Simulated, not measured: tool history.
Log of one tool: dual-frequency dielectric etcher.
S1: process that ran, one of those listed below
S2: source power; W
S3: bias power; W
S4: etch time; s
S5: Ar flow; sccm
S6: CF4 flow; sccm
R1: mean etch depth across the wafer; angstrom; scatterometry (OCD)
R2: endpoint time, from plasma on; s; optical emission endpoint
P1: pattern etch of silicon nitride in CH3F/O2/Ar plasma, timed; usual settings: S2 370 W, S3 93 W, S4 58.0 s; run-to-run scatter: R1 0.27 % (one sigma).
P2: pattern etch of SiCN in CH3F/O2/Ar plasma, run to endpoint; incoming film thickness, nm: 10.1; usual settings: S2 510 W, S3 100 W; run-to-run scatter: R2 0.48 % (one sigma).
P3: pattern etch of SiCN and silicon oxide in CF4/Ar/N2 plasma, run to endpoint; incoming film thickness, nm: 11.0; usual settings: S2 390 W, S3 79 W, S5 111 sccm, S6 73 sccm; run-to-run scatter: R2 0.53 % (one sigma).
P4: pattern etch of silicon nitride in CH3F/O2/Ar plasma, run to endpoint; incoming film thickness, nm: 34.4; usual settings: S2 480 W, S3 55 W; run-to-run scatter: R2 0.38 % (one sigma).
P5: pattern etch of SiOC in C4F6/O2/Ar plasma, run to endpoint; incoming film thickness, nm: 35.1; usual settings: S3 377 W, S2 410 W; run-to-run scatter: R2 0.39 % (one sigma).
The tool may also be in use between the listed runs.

run,hour,S1,S2,S3,S4,S5,S6,R1,R2
1,6.0,P1,370,93,58.0,,,423.89,
2,11.4,P4,290,55,,,,,63.814
3,15.7,P1,370,93,32.0,,,233.64,
4,20.4,P5,410,377,,,,,13.295
5,27.1,P5,410,228,,,,,15.917
6,30.8,P1,290,93,58.0,,,388.08,
7,35.6,P3,300,79,,111,73,,17.878
# hour 42.6: wet clean of the chamber
8,42.6,P1,370,93,58.0,,,423.62,
9,46.3,P3,390,79,,111,73,,14.201
10,49.6,P1,470,93,58.0,,,464.51,
# hour 54.4: source power generator calibrated
11,56.6,P1,370,93,58.0,,,423.18,
12,60.1,P1,370,126,58.0,,,475.61,
13,64.2,P4,480,55,,,,,53.004
14,69.8,P1,510,93,82.0,,,672.83,
15,76.7,P2,510,139,,,,,18.893
16,83.6,P5,410,377,,,,,13.384
17,89.8,P1,370,93,58.0,,,425.13,
18,95.3,P1,370,93,83.5,,,611.51,
19,100.3,P3,390,79,,111,73,,13.936
20,106.7,P2,700,100,,,,,19.126
21,110.1,P3,390,79,,67,73,,13.165
22,116.3,P5,570,377,,,,,11.774
23,122.5,P4,480,55,,,,,52.582
24,129.2,P4,480,36,,,,,59.710
25,133.3,P2,510,100,,,,,21.693
26,136.8,P2,510,100,,,,,21.470
27,141.3,P1,370,93,58.0,,,423.55,
28,144.5,P3,390,55,,111,73,,15.821
29,149.3,P3,390,79,,111,99,,13.489
30,156.2,P1,370,56,58.0,,,355.42,
31,160.4,P1,370,93,58.0,,,424.42,
32,167.2,P1,370,93,58.0,,,424.81,
33,170.3,P1,370,93,58.0,,,421.93,
34,175.4,P1,370,93,58.0,,,419.61,
35,178.4,P1,370,93,58.0,,,420.86,
36,183.2,P1,370,93,58.0,,,417.61,
# hour 184.8: wet clean of the chamber
37,189.0,P1,370,93,58.0,,,420.58,
38,193.2,P1,370,93,58.0,,,418.37,
39,197.8,P1,370,93,58.0,,,419.07,
40,203.7,P1,370,93,58.0,,,417.37,
41,208.8,P1,370,93,58.0,,,418.51,

What P1 gives has crept away from where it was. These 2 causes fit the log equally well, each at the size given:
A: source power that arrives under what is set, % = 3.61
B: bias power that arrives under what is set, % = 3.71
The creep began at about hour 167.2.
Why every other cause is out:
chamber walls in a state that lowers the etch rate, %: serviced at hour 184.8, which brought nothing back

4 check runs are offered, each on 5 wafers whose results are averaged, their results left as question marks. Which one tells the causes apart?
check 1,213.9,P3,390,79,,70,96,,?
check 2,213.9,P5,540,256,,,,,?
check 3,213.9,P4,480,38,,,,,?
check 4,213.9,P2,680,130,,,,,?

What each check would give under each cause:
check,result,if A,if B
check 1,R2,13.274,13.002
check 2,R2,13.921,13.896
check 3,R2,59.753,59.510
check 4,R2,17.731,17.747
How far apart the two closest causes lie, in the result that separates them most: check 1 2.07 %; check 2 0.18 %; check 3 0.41 %; check 4 0.09 %
Only check 1 tells the causes apart: in the others they would give nearly the same result.

Check 1 was then run and gave: R2 12.986 s. Which cause is it?

It is B: bias power that arrives under what is set, %.
